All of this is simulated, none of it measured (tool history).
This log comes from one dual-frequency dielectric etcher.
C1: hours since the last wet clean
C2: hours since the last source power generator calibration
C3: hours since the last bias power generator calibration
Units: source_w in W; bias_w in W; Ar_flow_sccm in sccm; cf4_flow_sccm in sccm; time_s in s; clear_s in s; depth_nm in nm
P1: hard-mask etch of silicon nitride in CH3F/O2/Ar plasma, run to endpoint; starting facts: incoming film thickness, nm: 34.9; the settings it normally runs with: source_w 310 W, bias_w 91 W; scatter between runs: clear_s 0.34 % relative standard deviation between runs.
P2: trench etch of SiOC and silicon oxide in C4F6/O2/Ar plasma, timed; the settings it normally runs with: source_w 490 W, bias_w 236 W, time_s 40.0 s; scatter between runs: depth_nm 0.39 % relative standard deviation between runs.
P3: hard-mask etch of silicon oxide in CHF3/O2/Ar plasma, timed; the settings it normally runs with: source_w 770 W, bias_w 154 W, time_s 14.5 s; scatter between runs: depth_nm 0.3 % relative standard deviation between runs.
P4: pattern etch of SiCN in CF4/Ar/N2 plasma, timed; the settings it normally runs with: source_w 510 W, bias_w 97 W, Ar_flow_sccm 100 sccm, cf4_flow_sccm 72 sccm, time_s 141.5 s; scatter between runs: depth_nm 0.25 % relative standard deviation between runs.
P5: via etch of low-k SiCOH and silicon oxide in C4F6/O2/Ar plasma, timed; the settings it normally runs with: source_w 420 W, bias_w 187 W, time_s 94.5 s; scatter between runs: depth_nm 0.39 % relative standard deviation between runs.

{"run": 1, "hour": 12.7, "process": "P1", "source_w": 310, "bias_w": 91, "C1": 156.2, "C2": 1488.3, "C3": 2829.4, "clear_s": 51.667}
{"run": 2, "hour": 21.9, "process": "P4", "source_w": 510, "bias_w": 59, "Ar_flow_sccm": 100, "cf4_flow_sccm": 72, "time_s": 141.5, "C1": 165.4, "C2": 1497.5, "C3": 2838.6, "depth_nm": 126.18}
{"run": 3, "hour": 34.2, "process": "P5", "source_w": 420, "bias_w": 187, "time_s": 52.5, "C1": 177.7, "C2": 1509.8, "C3": 2850.9, "depth_nm": 151.34}
{"run": 4, "hour": 48.0, "process": "P1", "source_w": 200, "bias_w": 91, "C1": 191.5, "C2": 1523.6, "C3": 2864.7, "clear_s": 60.432}
{"run": 5, "hour": 59.1, "process": "P4", "source_w": 510, "bias_w": 97, "Ar_flow_sccm": 100, "cf4_flow_sccm": 72, "time_s": 141.5, "C1": 202.6, "C2": 1534.7, "C3": 2875.8, "depth_nm": 150.08}
{"run": 6, "hour": 67.7, "process": "P1", "source_w": 310, "bias_w": 91, "C1": 211.2, "C2": 1543.3, "C3": 2884.4, "clear_s": 51.536}
{"run": 7, "hour": 75.9, "process": "P5", "source_w": 420, "bias_w": 132, "time_s": 94.5, "C1": 219.4, "C2": 1551.5, "C3": 2892.6, "depth_nm": 244.02}
{"run": 8, "hour": 83.5, "process": "P1", "source_w": 310, "bias_w": 91, "C1": 227.0, "C2": 1559.1, "C3": 2900.2, "clear_s": 51.197}
{"run": 9, "hour": 92.8, "process": "P3", "source_w": 770, "bias_w": 154, "time_s": 21.5, "C1": 236.3, "C2": 1568.4, "C3": 2909.5, "depth_nm": 44.119}
{"run": 10, "hour": 107.9, "process": "P1", "source_w": 310, "bias_w": 91, "C1": 251.4, "C2": 1583.5, "C3": 2924.6, "clear_s": 51.687}
{"run": 11, "hour": 125.5, "process": "P2", "source_w": 590, "bias_w": 236, "time_s": 40.0, "C1": 269.0, "C2": 1601.1, "C3": 2942.2, "depth_nm": 98.309}
{"hour": 134.1, "done": "bias power generator calibrated"}
{"run": 12, "hour": 136.8, "process": "P4", "source_w": 510, "bias_w": 97, "Ar_flow_sccm": 100, "cf4_flow_sccm": 72, "time_s": 91.5, "C1": 280.3, "C2": 1612.4, "C3": 2.8, "depth_nm": 97.35}
{"run": 13, "hour": 151.5, "process": "P4", "source_w": 510, "bias_w": 97, "Ar_flow_sccm": 100, "cf4_flow_sccm": 72, "time_s": 141.5, "C1": 295.0, "C2": 1627.1, "C3": 17.5, "depth_nm": 150.51}
{"run": 14, "hour": 162.1, "process": "P1", "source_w": 310, "bias_w": 62, "C1": 305.6, "C2": 1637.7, "C3": 28.1, "clear_s": 58.645}
{"run": 15, "hour": 174.1, "process": "P1", "source_w": 380, "bias_w": 91, "C1": 317.6, "C2": 1649.7, "C3": 40.1, "clear_s": 47.371}
{"run": 16, "hour": 183.1, "process": "P1", "source_w": 310, "bias_w": 91, "C1": 326.6, "C2": 1658.7, "C3": 49.1, "clear_s": 51.112}
{"run": 17, "hour": 196.9, "process": "P2", "source_w": 490, "bias_w": 236, "time_s": 40.0, "C1": 340.4, "C2": 1672.5, "C3": 62.9, "depth_nm": 91.601}
{"hour": 203.4, "done": "source power generator calibrated"}
{"run": 18, "hour": 209.2, "process": "P3", "source_w": 770, "bias_w": 98, "time_s": 14.5, "C1": 352.7, "C2": 5.8, "C3": 75.2, "depth_nm": 25.853}
{"run": 19, "hour": 220.4, "process": "P3", "source_w": 770, "bias_w": 154, "time_s": 14.5, "C1": 363.9, "C2": 17.0, "C3": 86.4, "depth_nm": 29.558}
{"run": 20, "hour": 231.3, "process": "P5", "source_w": 500, "bias_w": 187, "time_s": 94.5, "C1": 374.8, "C2": 27.9, "C3": 97.3, "depth_nm": 290.04}
{"run": 21, "hour": 244.2, "process": "P1", "source_w": 310, "bias_w": 91, "C1": 387.7, "C2": 40.8, "C3": 110.2, "clear_s": 51.318}
{"run": 22, "hour": 253.8, "process": "P1", "source_w": 310, "bias_w": 116, "C1": 397.3, "C2": 50.4, "C3": 119.8, "clear_s": 46.792}
{"run": 23, "hour": 266.0, "process": "P2", "source_w": 490, "bias_w": 186, "time_s": 40.0, "C1": 409.5, "C2": 62.6, "C3": 132.0, "depth_nm": 84.776}
{"run": 24, "hour": 277.9, "process": "P1", "source_w": 200, "bias_w": 72, "C1": 421.4, "C2": 74.5, "C3": 143.9, "clear_s": 65.831}
{"run": 25, "hour": 288.1, "process": "P5", "source_w": 420, "bias_w": 187, "time_s": 94.5, "C1": 431.6, "C2": 84.7, "C3": 154.1, "depth_nm": 271.77}
{"run": 26, "hour": 298.1, "process": "P1", "source_w": 310, "bias_w": 91, "C1": 441.6, "C2": 94.7, "C3": 164.1, "clear_s": 51.464}
{"run": 27, "hour": 309.7, "process": "P2", "source_w": 490, "bias_w": 236, "time_s": 30.5, "C1": 453.2, "C2": 106.3, "C3": 175.7, "depth_nm": 69.194}
{"run": 28, "hour": 317.6, "process": "P3", "source_w": 580, "bias_w": 154, "time_s": 14.5, "C1": 461.1, "C2": 114.2, "C3": 183.6, "depth_nm": 26.452}
{"run": 29, "hour": 330.7, "process": "P1", "source_w": 390, "bias_w": 124, "C1": 474.2, "C2": 127.3, "C3": 196.7, "clear_s": 42.047}
{"run": 30, "hour": 345.0, "process": "P4", "source_w": 510, "bias_w": 97, "Ar_flow_sccm": 100, "cf4_flow_sccm": 55, "time_s": 141.5, "C1": 488.5, "C2": 141.6, "C3": 211.0, "depth_nm": 144.58}
{"run": 31, "hour": 354.7, "process": "P4", "source_w": 360, "bias_w": 97, "Ar_flow_sccm": 100, "cf4_flow_sccm": 72, "time_s": 141.5, "C1": 498.2, "C2": 151.3, "C3": 220.7, "depth_nm": 110.94}
{"run": 32, "hour": 365.6, "process": "P4", "source_w": 510, "bias_w": 97, "Ar_flow_sccm": 134, "cf4_flow_sccm": 72, "time_s": 141.5, "C1": 509.1, "C2": 162.2, "C3": 231.6, "depth_nm": 144.14}
{"run": 33, "hour": 382.0, "process": "P1", "source_w": 310, "bias_w": 91, "C1": 525.5, "C2": 178.6, "C3": 248.0, "clear_s": 51.212}
{"run": 34, "hour": 399.1, "process": "P1", "source_w": 310, "bias_w": 91, "C1": 542.6, "C2": 195.7, "C3": 265.1, "clear_s": 50.677}
{"run": 35, "hour": 415.1, "process": "P1", "source_w": 310, "bias_w": 91, "C1": 558.6, "C2": 211.7, "C3": 281.1, "clear_s": 50.636}
{"run": 36, "hour": 426.8, "process": "P1", "source_w": 310, "bias_w": 91, "C1": 570.3, "C2": 223.4, "C3": 292.8, "clear_s": 50.662}
{"hour": 430.6, "done": "wet clean of the chamber"}
{"run": 37, "hour": 440.9, "process": "P1", "source_w": 310, "bias_w": 91, "C1": 10.3, "C2": 237.5, "C3": 306.9, "clear_s": 50.899}
{"run": 38, "hour": 448.8, "process": "P1", "source_w": 310, "bias_w": 91, "C1": 18.2, "C2": 245.4, "C3": 314.8, "clear_s": 50.759}
{"run": 39, "hour": 466.3, "process": "P1", "source_w": 310, "bias_w": 91, "C1": 35.7, "C2": 262.9, "C3": 332.3, "clear_s": 50.602}
{"run": 40, "hour": 475.2, "process": "P1", "source_w": 310, "bias_w": 91, "C1": 44.6, "C2": 271.8, "C3": 341.2, "clear_s": 50.448}

P1 has crept away from where it was. The log is fitted equally well by each of these 2 causes, at the sizes shown:
A: bias power that arrives over what is set, % = 4.8
B: source power that arrives over what is set, % = 4.74
The gradual shift began around hour 382.0.
Every other cause this tool's parts could produce, and why it does not fit the log:
chamber walls in a state that raises the etch rate, %: its service at hour 430.6 followed the start of the drift and did not put the process back to its old value

Of the 4 check runs listed below, each run on one wafer and each result written as a question mark, which would let you distinguish the listed causes because they would give clearly different results?
{"run": "check 1", "hour": 484.1, "process": "P3", "source_w": 770, "bias_w": 154, "time_s": 14.5, "depth_nm": "?"}
{"run": "check 2", "hour": 484.1, "process": "P4", "source_w": 510, "bias_w": 97, "Ar_flow_sccm": 100, "cf4_flow_sccm": 72, "time_s": 141.5, "depth_nm": "?"}
{"run": "check 3", "hour": 484.1, "process": "P2", "source_w": 490, "bias_w": 236, "time_s": 40.0, "depth_nm": "?"}
{"run": "check 4", "hour": 484.1, "process": "P5", "source_w": 420, "bias_w": 187, "time_s": 94.5, "depth_nm": "?"}

What every check run would give for each of its results, assuming each possible cause in turn:
check=check_1 result=depth_nm if_A=30.092 if_B=30.181
check=check_2 result=depth_nm if_A=152.840 if_B=156.460
check=check_3 result=depth_nm if_A=92.790 if_B=93.002
check=check_4 result=depth_nm if_A=275.010 if_B=275.860
Gap, in per cent, between the two causes that each check separates least, read from the result that separates them most: check 1 0.29 %; check 2 2.34 %; check 3 0.23 %; check 4 0.31 %
The other checks would show nearly matching results whichever cause is true, so check 2 is the only one that separates the causes.

Check 2 was then run and gave: depth_nm 156.400 nm. Which cause is it?

B is the cause: source power that arrives over what is set, %.

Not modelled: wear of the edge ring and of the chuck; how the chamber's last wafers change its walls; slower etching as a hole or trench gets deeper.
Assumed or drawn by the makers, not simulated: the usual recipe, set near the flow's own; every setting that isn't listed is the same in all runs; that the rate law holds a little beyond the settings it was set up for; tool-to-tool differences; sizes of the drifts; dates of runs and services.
